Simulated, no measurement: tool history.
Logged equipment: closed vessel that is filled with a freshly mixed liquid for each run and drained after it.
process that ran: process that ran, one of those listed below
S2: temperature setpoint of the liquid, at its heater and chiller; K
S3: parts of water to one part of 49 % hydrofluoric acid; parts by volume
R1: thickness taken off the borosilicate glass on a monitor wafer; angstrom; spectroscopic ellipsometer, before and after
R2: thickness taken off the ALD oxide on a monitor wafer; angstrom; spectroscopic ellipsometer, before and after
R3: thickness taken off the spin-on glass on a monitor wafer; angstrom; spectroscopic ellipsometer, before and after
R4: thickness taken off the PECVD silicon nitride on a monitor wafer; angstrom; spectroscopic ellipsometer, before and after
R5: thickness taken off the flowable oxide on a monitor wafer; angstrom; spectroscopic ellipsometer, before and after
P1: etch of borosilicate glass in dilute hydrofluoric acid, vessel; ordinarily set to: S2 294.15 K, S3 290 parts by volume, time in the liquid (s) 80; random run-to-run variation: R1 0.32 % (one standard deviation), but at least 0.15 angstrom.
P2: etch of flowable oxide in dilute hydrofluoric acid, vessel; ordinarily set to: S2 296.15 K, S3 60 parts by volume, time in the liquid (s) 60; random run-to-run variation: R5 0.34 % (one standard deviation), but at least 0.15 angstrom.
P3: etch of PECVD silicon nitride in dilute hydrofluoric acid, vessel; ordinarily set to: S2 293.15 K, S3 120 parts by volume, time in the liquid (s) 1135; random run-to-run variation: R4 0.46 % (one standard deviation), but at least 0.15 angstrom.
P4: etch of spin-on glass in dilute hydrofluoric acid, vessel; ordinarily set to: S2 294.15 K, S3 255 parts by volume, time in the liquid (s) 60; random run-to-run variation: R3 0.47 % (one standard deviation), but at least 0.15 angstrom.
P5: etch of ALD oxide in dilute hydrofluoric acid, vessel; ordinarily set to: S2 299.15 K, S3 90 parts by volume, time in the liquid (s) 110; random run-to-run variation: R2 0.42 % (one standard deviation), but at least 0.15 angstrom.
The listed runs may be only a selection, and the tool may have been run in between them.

run 1 hour=4.1 | process_that_ran=P1 S2=294.15 S3=290 time_in_the_liquid_(s)=80 | R1=80.309
run 2 hour=7.2 | process_that_ran=P1 S2=290.15 S3=290 time_in_the_liquid_(s)=80 | R1=69.387
run 3 hour=11.3 | process_that_ran=P1 S2=294.15 S3=500 time_in_the_liquid_(s)=135 | R1=65.694
run 4 hour=15.8 | process_that_ran=P5 S2=299.15 S3=90 time_in_the_liquid_(s)=110 | R2=349.22
run 5 hour=19.2 | process_that_ran=P1 S2=294.15 S3=290 time_in_the_liquid_(s)=80 | R1=79.672
run 6 hour=21.7 | process_that_ran=P4 S2=294.15 S3=255 time_in_the_liquid_(s)=60 | R3=68.163
run 7 hour=24.8 | process_that_ran=P3 S2=290.15 S3=120 time_in_the_liquid_(s)=1135 | R4=111.44
run 8 hour=28.3 | process_that_ran=P1 S2=294.15 S3=290 time_in_the_liquid_(s)=80 | R1=79.543
run 9 hour=32.7 | process_that_ran=P2 S2=296.15 S3=60 time_in_the_liquid_(s)=60 | R5=463.83
run 10 hour=35.2 | process_that_ran=P1 S2=294.15 S3=515 time_in_the_liquid_(s)=80 | R1=37.364
run 11 hour=39.8 | process_that_ran=P1 S2=294.15 S3=290 time_in_the_liquid_(s)=80 | R1=79.715
run 12 hour=42.4 | process_that_ran=P1 S2=298.65 S3=115 time_in_the_liquid_(s)=80 | R1=286.27
run 13 hour=45.4 | process_that_ran=P1 S2=299.15 S3=290 time_in_the_liquid_(s)=30 | R1=35.944
run 14 hour=48.5 | process_that_ran=P5 S2=299.15 S3=90 time_in_the_liquid_(s)=30 | R2=95.387
run 15 hour=52.5 | process_that_ran=P1 S2=294.15 S3=290 time_in_the_liquid_(s)=80 | R1=79.859
run 16 hour=55.9 | process_that_ran=P5 S2=299.15 S3=155 time_in_the_liquid_(s)=110 | R2=186.71
run 17 hour=59.8 | process_that_ran=P3 S2=293.15 S3=120 time_in_the_liquid_(s)=1735 | R4=208.63
run 18 hour=64.4 | process_that_ran=P4 S2=294.15 S3=425 time_in_the_liquid_(s)=60 | R3=35.071
run 19 hour=68.7 | process_that_ran=P1 S2=294.15 S3=125 time_in_the_liquid_(s)=80 | R1=219.89
run 20 hour=72.8 | process_that_ran=P1 S2=294.15 S3=290 time_in_the_liquid_(s)=120 | R1=119.4
run 21 hour=76.2 | process_that_ran=P3 S2=293.15 S3=30 time_in_the_liquid_(s)=1135 | R4=528.46
run 22 hour=78.7 | process_that_ran=P2 S2=304.15 S3=60 time_in_the_liquid_(s)=60 | R5=640.45
run 23 hour=81.3 | process_that_ran=P5 S2=305.65 S3=90 time_in_the_liquid_(s)=110 | R2=444.82
run 24 hour=84 | process_that_ran=P4 S2=301.65 S3=255 time_in_the_liquid_(s)=60 | R3=88.247
run 25 hour=88 | process_that_ran=P4 S2=294.15 S3=255 time_in_the_liquid_(s)=30 | R3=34.241
run 26 hour=91.8 | process_that_ran=P1 S2=294.15 S3=290 time_in_the_liquid_(s)=30 | R1=30
run 27 hour=94.1 | process_that_ran=P2 S2=296.15 S3=60 time_in_the_liquid_(s)=95 | R5=736.43
run 28 hour=97.1 | process_that_ran=P1 S2=301.15 S3=290 time_in_the_liquid_(s)=80 | R1=101.84
run 29 hour=100.8 | process_that_ran=P5 S2=299.15 S3=90 time_in_the_liquid_(s)=110 | R2=351.38
run 30 hour=103.9 | process_that_ran=P3 S2=293.15 S3=120 time_in_the_liquid_(s)=1135 | R4=136.47
run 31 hour=107.8 | process_that_ran=P2 S2=296.15 S3=105 time_in_the_liquid_(s)=60 | R5=251.98
run 32 hour=111.4 | process_that_ran=P1 S2=294.15 S3=290 time_in_the_liquid_(s)=80 | R1=79.208
run 33 hour=116 | process_that_ran=P1 S2=294.15 S3=290 time_in_the_liquid_(s)=80 | R1=82.966
run 34 hour=119.5 | process_that_ran=P1 S2=294.15 S3=290 time_in_the_liquid_(s)=80 | R1=83.747
run 35 hour=123.1 | process_that_ran=P1 S2=294.15 S3=290 time_in_the_liquid_(s)=80 | R1=84.376

The next listed run, before its measurement:
run 36 hour=127.7 | process_that_ran=P1 S2=294.15 S3=290 time_in_the_liquid_(s)=80 | R1=?

{"run 36": {"R1": 84.595}}

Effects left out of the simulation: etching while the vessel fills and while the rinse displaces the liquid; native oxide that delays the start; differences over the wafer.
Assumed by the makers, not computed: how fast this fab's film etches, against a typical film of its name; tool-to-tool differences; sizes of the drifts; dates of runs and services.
